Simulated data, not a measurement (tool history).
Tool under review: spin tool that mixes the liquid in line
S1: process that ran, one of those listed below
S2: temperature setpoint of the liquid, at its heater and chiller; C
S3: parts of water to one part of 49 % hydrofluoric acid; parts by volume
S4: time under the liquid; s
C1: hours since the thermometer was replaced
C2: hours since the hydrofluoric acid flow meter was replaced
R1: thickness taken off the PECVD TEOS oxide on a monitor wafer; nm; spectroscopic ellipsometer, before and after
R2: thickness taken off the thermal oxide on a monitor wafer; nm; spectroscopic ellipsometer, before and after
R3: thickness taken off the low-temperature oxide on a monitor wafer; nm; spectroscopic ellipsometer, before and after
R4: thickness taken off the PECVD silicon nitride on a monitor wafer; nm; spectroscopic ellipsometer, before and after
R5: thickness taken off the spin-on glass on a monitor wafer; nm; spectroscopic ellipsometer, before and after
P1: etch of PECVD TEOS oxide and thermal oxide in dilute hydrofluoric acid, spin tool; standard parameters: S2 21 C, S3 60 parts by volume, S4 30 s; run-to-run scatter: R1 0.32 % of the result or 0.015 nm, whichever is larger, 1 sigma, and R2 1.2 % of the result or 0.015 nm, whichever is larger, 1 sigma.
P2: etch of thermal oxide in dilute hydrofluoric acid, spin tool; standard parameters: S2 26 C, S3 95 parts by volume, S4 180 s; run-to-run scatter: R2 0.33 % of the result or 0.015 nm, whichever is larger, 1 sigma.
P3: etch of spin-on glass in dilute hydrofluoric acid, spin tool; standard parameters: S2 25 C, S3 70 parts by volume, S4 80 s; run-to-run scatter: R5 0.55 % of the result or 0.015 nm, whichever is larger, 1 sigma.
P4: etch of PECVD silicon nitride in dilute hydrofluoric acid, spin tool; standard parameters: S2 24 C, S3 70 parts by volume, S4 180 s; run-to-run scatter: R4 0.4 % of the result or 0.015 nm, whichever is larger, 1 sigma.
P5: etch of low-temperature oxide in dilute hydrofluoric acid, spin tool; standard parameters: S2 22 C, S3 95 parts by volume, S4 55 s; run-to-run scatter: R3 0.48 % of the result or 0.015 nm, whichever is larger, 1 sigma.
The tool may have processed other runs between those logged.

| run | day | S1 | S2 | S3 | S4 | C1 | C2 | R1 | R2 | R3 | R4 | R5 |
|---|---|---|---|---|---|---|---|---|---|---|---|---|
| 1 | 0.175 | P1 | 21 | 60 | 30 | 957.3 | 202.8 | 6.6716 | 2.1896 |  |  |  |
| 2 | 0.358 | P5 | 22 | 95 | 55 | 961.7 | 207.2 |  |  | 6.3035 |  |  |
| 3 | 0.467 | P4 | 24 | 70 | 180 | 964.3 | 209.8 |  |  |  | 5.1975 |  |
| 4 | 0.6 | P2 | 32.5 | 95 | 180 | 967.5 | 213 |  | 12.681 |  |  |  |
| 5 | 0.729 | P5 | 22 | 95 | 90 | 970.6 | 216.1 |  |  | 10.385 |  |  |
| 6 | 0.925 | P1 | 21 | 60 | 30 | 975.3 | 220.8 | 6.6707 | 2.1841 |  |  |  |
| 7 | 1.025 | P1 | 17 | 60 | 30 | 977.7 | 223.2 | 5.6355 | 1.8077 |  |  |  |
| 8 | 1.225 | P1 | 28.5 | 60 | 30 | 982.5 | 228 | 9.0516 | 2.9818 |  |  |  |
| 9 | 1.392 | P1 | 21 | 105 | 30 | 986.5 | 232 | 3.5699 | 1.1793 |  |  |  |
| 10 | 1.492 | P1 | 21 | 25 | 30 | 988.9 | 234.4 | 16.692 | 5.5115 |  |  |  |
| 11 | 1.617 | P2 | 26 | 95 | 365 | 991.9 | 237.4 |  | 20.172 |  |  |  |
| 12 | 1.833 | P4 | 28 | 70 | 180 | 997.1 | 242.6 |  |  |  | 6.7299 |  |
| 13 | 1.942 | P1 | 21 | 60 | 30 | 999.7 | 245.2 | 6.6998 | 2.1762 |  |  |  |
| 14 | 2.142 | P1 | 21 | 60 | 60 | 1004.5 | 250 | 13.314 | 4.304 |  |  |  |
| 15 | 2.354 | P4 | 24 | 105 | 180 | 1009.6 | 255.1 |  |  |  | 3.5136 |  |
| 16 | 2.517 | P2 | 26 | 95 | 180 | 1013.5 | 259 |  | 9.9113 |  |  |  |
| 17 | 2.721 | P3 | 25 | 120 | 80 | 1018.4 | 263.9 |  |  |  |  | 19.411 |
| 18 | 2.929 | P3 | 25 | 70 | 80 | 1023.4 | 268.9 |  |  |  |  | 35.824 |
| 19 | 3.096 | P1 | 21 | 25 | 55 | 1027.4 | 272.9 | 30.589 | 10.211 |  |  |  |
| 20 | 3.192 | P3 | 33 | 70 | 80 | 1029.7 | 275.2 |  |  |  |  | 48.536 |
| 21 | 3.404 | P3 | 25 | 70 | 80 | 1034.8 | 280.3 |  |  |  |  | 35.511 |
| 22 | 3.608 | P5 | 22 | 95 | 55 | 1039.7 | 285.2 |  |  | 6.3021 |  |  |
| 23 | 3.717 | P1 | 21 | 60 | 30 | 1042.3 | 287.8 | 6.6407 | 2.175 |  |  |  |
| 24 | 3.862 | P2 | 26 | 95 | 180 | 1045.8 | 291.3 |  | 9.9913 |  |  |  |
| 25 | 3.996 | P1 | 21 | 60 | 30 | 1049 | 294.5 | 6.6628 | 2.1595 |  |  |  |
| 26 | 4.142 | P5 | 22 | 40 | 55 | 1052.5 | 298 |  |  | 16.076 |  |  |
| 27 | 4.238 | P5 | 17 | 95 | 55 | 1054.8 | 300.3 |  |  | 5.1921 |  |  |
| 28 | 4.421 | P1 | 21 | 60 | 30 | 1059.2 | 304.7 | 6.6781 | 2.2253 |  |  |  |
| 29 | 4.546 | P4 | 24 | 70 | 20 | 1062.2 | 307.7 |  |  |  | 0.56304 |  |
| 30 | 4.675 | P1 | 21 | 60 | 15 | 1065.3 | 310.8 | 3.3129 | 1.0515 |  |  |  |
| 31 | 4.821 | P4 | 24 | 70 | 180 | 1068.8 | 314.3 |  |  |  | 5.1815 |  |
| 32 | 5.012 | P3 | 25 | 70 | 40 | 1073.4 | 318.9 |  |  |  |  | 17.688 |
| 33 | 5.233 | P2 | 26 | 20 | 180 | 1078.7 | 324.2 |  | 52.662 |  |  |  |
| 34 | 5.35 | P1 | 21 | 60 | 30 | 1081.5 | 327 | 6.6451 | 2.1849 |  |  |  |
| 35 | 5.517 | P1 | 21 | 60 | 30 | 1085.5 | 331 | 6.5252 | 2.1682 |  |  |  |
| 36 | 5.679 | P1 | 21 | 60 | 30 | 1089.4 | 334.9 | 6.3699 | 2.1389 |  |  |  |
| 37 | 5.775 | P1 | 21 | 60 | 30 | 1091.7 | 337.2 | 6.3093 | 2.0894 |  |  |  |
| 38 | 5.992 | P1 | 21 | 60 | 30 | 1096.9 | 342.4 | 6.2465 | 2.0461 |  |  |  |

What does the tool deliver on the next run?
| 39 | 6.088 | P1 | 21 | 60 | 30 | 1099.2 | 344.7 | ? | ? |  |  |  |

{"run 39": {"R1": 6.2582, "R2": 2.0747}}

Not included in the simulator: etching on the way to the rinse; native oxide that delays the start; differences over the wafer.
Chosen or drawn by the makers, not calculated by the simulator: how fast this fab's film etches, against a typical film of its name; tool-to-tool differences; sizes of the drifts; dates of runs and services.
